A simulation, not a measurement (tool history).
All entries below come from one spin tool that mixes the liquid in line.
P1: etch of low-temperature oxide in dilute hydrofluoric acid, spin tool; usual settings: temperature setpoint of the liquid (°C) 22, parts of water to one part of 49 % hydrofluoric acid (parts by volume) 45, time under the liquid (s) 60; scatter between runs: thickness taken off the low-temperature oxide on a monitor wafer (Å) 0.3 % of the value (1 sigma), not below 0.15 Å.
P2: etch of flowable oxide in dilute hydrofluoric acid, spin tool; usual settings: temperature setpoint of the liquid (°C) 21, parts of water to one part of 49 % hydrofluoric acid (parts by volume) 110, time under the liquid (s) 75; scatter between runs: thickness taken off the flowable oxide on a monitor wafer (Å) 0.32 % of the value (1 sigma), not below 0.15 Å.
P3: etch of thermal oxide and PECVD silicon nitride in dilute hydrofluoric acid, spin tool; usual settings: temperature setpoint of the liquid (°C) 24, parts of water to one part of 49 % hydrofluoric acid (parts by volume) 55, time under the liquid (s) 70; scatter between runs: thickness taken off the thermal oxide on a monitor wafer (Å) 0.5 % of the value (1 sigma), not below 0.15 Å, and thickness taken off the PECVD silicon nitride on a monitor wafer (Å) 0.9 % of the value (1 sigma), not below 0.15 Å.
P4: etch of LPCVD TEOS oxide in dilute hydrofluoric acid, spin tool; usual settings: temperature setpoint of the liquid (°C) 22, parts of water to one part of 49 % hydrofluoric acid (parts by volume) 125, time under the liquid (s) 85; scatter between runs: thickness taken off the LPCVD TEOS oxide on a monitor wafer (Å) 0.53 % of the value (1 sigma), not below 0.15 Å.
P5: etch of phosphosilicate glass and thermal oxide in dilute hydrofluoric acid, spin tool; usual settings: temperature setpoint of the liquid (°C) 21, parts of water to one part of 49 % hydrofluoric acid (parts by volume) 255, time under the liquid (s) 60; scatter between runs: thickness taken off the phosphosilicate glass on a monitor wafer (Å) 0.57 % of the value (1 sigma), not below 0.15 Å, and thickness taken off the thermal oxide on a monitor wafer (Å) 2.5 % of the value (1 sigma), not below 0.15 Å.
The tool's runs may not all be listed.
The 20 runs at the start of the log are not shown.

| run | hour | process that ran | temperature setpoint of the liquid (°C) | parts of water to one part of 49 % hydrofluoric acid (parts by volume) | time under the liquid (s) | hours since the thermometer was replaced | hours since the hydrofluoric acid flow meter was replaced | thickness taken off the low-temperature oxide on a monitor wafer (Å) | thickness taken off the flowable oxide on a monitor wafer (Å) | thickness taken off the LPCVD TEOS oxide on a monitor wafer (Å) | thickness taken off the thermal oxide on a monitor wafer (Å) | thickness taken off the PECVD silicon nitride on a monitor wafer (Å) | thickness taken off the phosphosilicate glass on a monitor wafer (Å) |
|---|---|---|---|---|---|---|---|---|---|---|---|---|---|
| 21 | 235.9 | P2 | 21 | 45 | 75 | 1026.6 | 504.3 |  | 682.17 |  |  |  |  |
| 22 | 250.1 | P3 | 18 | 55 | 70 | 1040.8 | 518.5 |  |  |  | 49.664 | 17.966 |  |
| 23 | 264.5 | P5 | 21 | 255 | 60 | 1055.2 | 532.9 |  |  |  | 8.3772 |  | 218.02 |
| 24 | 276 | P1 | 17 | 70 | 60 | 1066.7 | 544.4 | 154.37 |  |  |  |  |  |
| 25 | 290.4 | P3 | 24 | 20 | 70 | 1081.1 | 558.8 |  |  |  | 183.37 | 74.518 |  |
| 26 | 300 | P4 | 22 | 125 | 85 | 1090.7 | 568.4 |  |  | 253.28 |  |  |  |
| 27 | 308.5 | P5 | 21 | 255 | 15 | 1099.2 | 576.9 |  |  |  | 1.8797 |  | 54.356 |
| 28 | 321.9 | P2 | 21 | 110 | 115 | 1112.6 | 590.3 |  | 398.15 |  |  |  |  |
| 29 | 332.8 | P5 | 17 | 255 | 60 | 1123.5 | 601.2 |  |  |  | 7.2187 |  | 184.47 |
| 30 | 346 | P1 | 22 | 45 | 60 | 1136.7 | 614.4 | 307.63 |  |  |  |  |  |
| 31 | 357.4 | P1 | 22 | 45 | 60 | 1148.1 | 625.8 | 299.37 |  |  |  |  |  |
| 32 | 371.8 | P1 | 22 | 45 | 60 | 1162.5 | 640.2 | 294.68 |  |  |  |  |  |

Predict the results of run 33:
| 33 | 382.6 | P1 | 22 | 45 | 60 | 1173.3 | 651 | ? |  |  |  |  |  |

thickness taken off the low-temperature oxide on a monitor wafer (Å): 288.97
